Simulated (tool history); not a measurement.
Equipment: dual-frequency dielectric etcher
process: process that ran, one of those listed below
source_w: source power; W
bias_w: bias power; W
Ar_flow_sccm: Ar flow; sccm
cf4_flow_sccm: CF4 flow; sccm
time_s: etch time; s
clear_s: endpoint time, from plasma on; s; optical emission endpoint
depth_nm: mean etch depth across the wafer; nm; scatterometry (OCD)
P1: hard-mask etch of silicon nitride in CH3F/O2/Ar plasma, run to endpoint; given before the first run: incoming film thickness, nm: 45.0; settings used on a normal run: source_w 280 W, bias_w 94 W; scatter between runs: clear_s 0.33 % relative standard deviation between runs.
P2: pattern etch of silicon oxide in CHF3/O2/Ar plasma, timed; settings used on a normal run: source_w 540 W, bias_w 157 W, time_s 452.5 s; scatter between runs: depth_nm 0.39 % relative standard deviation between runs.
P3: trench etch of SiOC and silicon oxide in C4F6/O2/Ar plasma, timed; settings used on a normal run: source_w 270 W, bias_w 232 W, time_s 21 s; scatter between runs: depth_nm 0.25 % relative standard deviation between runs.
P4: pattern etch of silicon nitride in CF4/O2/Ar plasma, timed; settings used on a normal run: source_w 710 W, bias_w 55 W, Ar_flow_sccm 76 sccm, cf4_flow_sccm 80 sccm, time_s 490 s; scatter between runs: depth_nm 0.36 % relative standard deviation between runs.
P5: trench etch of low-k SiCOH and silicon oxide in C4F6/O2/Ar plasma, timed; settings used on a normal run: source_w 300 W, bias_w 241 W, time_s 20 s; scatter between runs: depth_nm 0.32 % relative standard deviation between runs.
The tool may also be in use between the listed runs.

run 1 day=0.146 | process=P1 source_w=280 bias_w=94 | clear_s=67.982
run 2 day=0.429 | process=P1 source_w=380 bias_w=94 | clear_s=60.573
run 3 day=0.579 | process=P4 source_w=710 bias_w=55 Ar_flow_sccm=76 cf4_flow_sccm=110 time_s=490 | depth_nm=1386.7
run 4 day=0.8 | process=P1 source_w=280 bias_w=121 | clear_s=61.841
run 5 day=1.017 | process=P4 source_w=710 bias_w=55 Ar_flow_sccm=76 cf4_flow_sccm=80 time_s=490 | depth_nm=1335.3
run 6 day=1.158 | process=P3 source_w=270 bias_w=232 time_s=21 | depth_nm=38.115
run 7 day=1.404 | process=P3 source_w=270 bias_w=167 time_s=21 | depth_nm=34.23
run 8 day=1.596 | process=P1 source_w=280 bias_w=94 | clear_s=67.916
run 9 day=1.825 | process=P1 source_w=280 bias_w=67 | clear_s=76.874
run 10 day=2.029 | process=P4 source_w=710 bias_w=55 Ar_flow_sccm=76 cf4_flow_sccm=80 time_s=723.5 | depth_nm=1964.8
run 11 day=2.225 | process=P2 source_w=540 bias_w=157 time_s=349 | depth_nm=633.88
run 12 day=2.442 | process=P1 source_w=280 bias_w=94 | clear_s=67.782
run 13 day=2.708 | process=P5 source_w=390 bias_w=241 time_s=20 | depth_nm=66.211
run 14 day=2.912 | process=P5 source_w=300 bias_w=195 time_s=20 | depth_nm=55.872
run 15 day=3.162 | process=P1 source_w=190 bias_w=94 | clear_s=78.335
-- day=3.35 bias power generator calibrated
run 16 day=3.429 | process=P5 source_w=300 bias_w=241 time_s=20 | depth_nm=59.973
run 17 day=3.562 | process=P4 source_w=710 bias_w=78 Ar_flow_sccm=76 cf4_flow_sccm=80 time_s=490 | depth_nm=1523.4
run 18 day=3.725 | process=P1 source_w=280 bias_w=94 | clear_s=68.227
run 19 day=3.996 | process=P1 source_w=360 bias_w=72 | clear_s=68.192
run 20 day=4.242 | process=P1 source_w=390 bias_w=127 | clear_s=53.937
run 21 day=4.438 | process=P4 source_w=710 bias_w=55 Ar_flow_sccm=76 cf4_flow_sccm=80 time_s=490 | depth_nm=1330
run 22 day=4.646 | process=P2 source_w=540 bias_w=157 time_s=452.5 | depth_nm=815.5
run 23 day=4.812 | process=P2 source_w=540 bias_w=157 time_s=452.5 | depth_nm=818.45
run 24 day=4.996 | process=P2 source_w=540 bias_w=199 time_s=452.5 | depth_nm=889.16
run 25 day=5.267 | process=P4 source_w=870 bias_w=55 Ar_flow_sccm=76 cf4_flow_sccm=80 time_s=490 | depth_nm=1596.2
run 26 day=5.396 | process=P4 source_w=710 bias_w=55 Ar_flow_sccm=52 cf4_flow_sccm=80 time_s=490 | depth_nm=1386.3
run 27 day=5.554 | process=P1 source_w=360 bias_w=75 | clear_s=67.566
run 28 day=5.771 | process=P5 source_w=300 bias_w=241 time_s=27.5 | depth_nm=82.231
run 29 day=6.004 | process=P2 source_w=360 bias_w=157 time_s=452.5 | depth_nm=703.56
run 30 day=6.15 | process=P1 source_w=280 bias_w=94 | clear_s=67.929
run 31 day=6.325 | process=P3 source_w=270 bias_w=232 time_s=27 | depth_nm=48.971
run 32 day=6.454 | process=P3 source_w=190 bias_w=232 time_s=21 | depth_nm=33.501
run 33 day=6.65 | process=P5 source_w=300 bias_w=241 time_s=20 | depth_nm=59.813
run 34 day=6.933 | process=P1 source_w=280 bias_w=94 | clear_s=68.198
run 35 day=7.071 | process=P1 source_w=280 bias_w=94 | clear_s=68.234
run 36 day=7.225 | process=P1 source_w=280 bias_w=94 | clear_s=67.924
run 37 day=7.462 | process=P1 source_w=280 bias_w=94 | clear_s=67.28
run 38 day=7.592 | process=P1 source_w=280 bias_w=94 | clear_s=67.496
run 39 day=7.762 | process=P1 source_w=280 bias_w=94 | clear_s=67.735
run 40 day=8.008 | process=P1 source_w=280 bias_w=94 | clear_s=67.572
run 41 day=8.258 | process=P1 source_w=280 bias_w=94 | clear_s=66.942
-- day=8.325 wet clean of the chamber
run 42 day=8.471 | process=P1 source_w=280 bias_w=94 | clear_s=67.205
run 43 day=8.721 | process=P1 source_w=280 bias_w=94 | clear_s=66.667
run 44 day=8.996 | process=P1 source_w=280 bias_w=94 | clear_s=67.027
run 45 day=9.275 | process=P1 source_w=280 bias_w=94 | clear_s=66.91
run 46 day=9.483 | process=P1 source_w=280 bias_w=94 | clear_s=67.018
run 47 day=9.696 | process=P1 source_w=280 bias_w=94 | clear_s=66.848

P1 no longer gives what it gave before; its output has crept away from where it was. The following 2 causes, each at its listed size, fit the log equally well:
A: bias power that arrives over what is set, % = 4.52
B: source power that arrives over what is set, % = 4.54
The process output started creeping at around day 7.225.
Every other cause this tool's parts could produce, and why it does not fit the log:
chamber walls in a state that raises the etch rate, %: serviced at day 8.325, which brought nothing back

The list below offers 4 check runs, each averaging the results of 2 wafers, and shows each result as a question mark. For which of them would the listed causes give clearly different results?
run check 1 day=9.908 | process=P5 source_w=300 bias_w=241 time_s=20 | depth_nm=?
run check 2 day=9.908 | process=P2 source_w=540 bias_w=157 time_s=452.5 | depth_nm=?
run check 3 day=9.908 | process=P3 source_w=270 bias_w=232 time_s=21 | depth_nm=?
run check 4 day=9.908 | process=P4 source_w=710 bias_w=55 Ar_flow_sccm=76 cf4_flow_sccm=80 time_s=490 | depth_nm=?

What each check would give under each cause:
check=check_1 result=depth_nm if_A=60.767 if_B=60.874
check=check_2 result=depth_nm if_A=833.42 if_B=835.47
check=check_3 result=depth_nm if_A=38.786 if_B=38.853
check=check_4 result=depth_nm if_A=1353.9 if_B=1384.5
Distance between the nearest two causes, measured in the result of the check that separates them most: check 1 0.18 %; check 2 0.25 %; check 3 0.17 %; check 4 2.23 %
Of the check runs offered, only check 4 discriminates between the causes; the rest would read about the same regardless of which cause applies.

Check 4 was then run and gave: depth_nm 1356.9 nm. Which cause is it?

A is the cause: bias power that arrives over what is set, %.
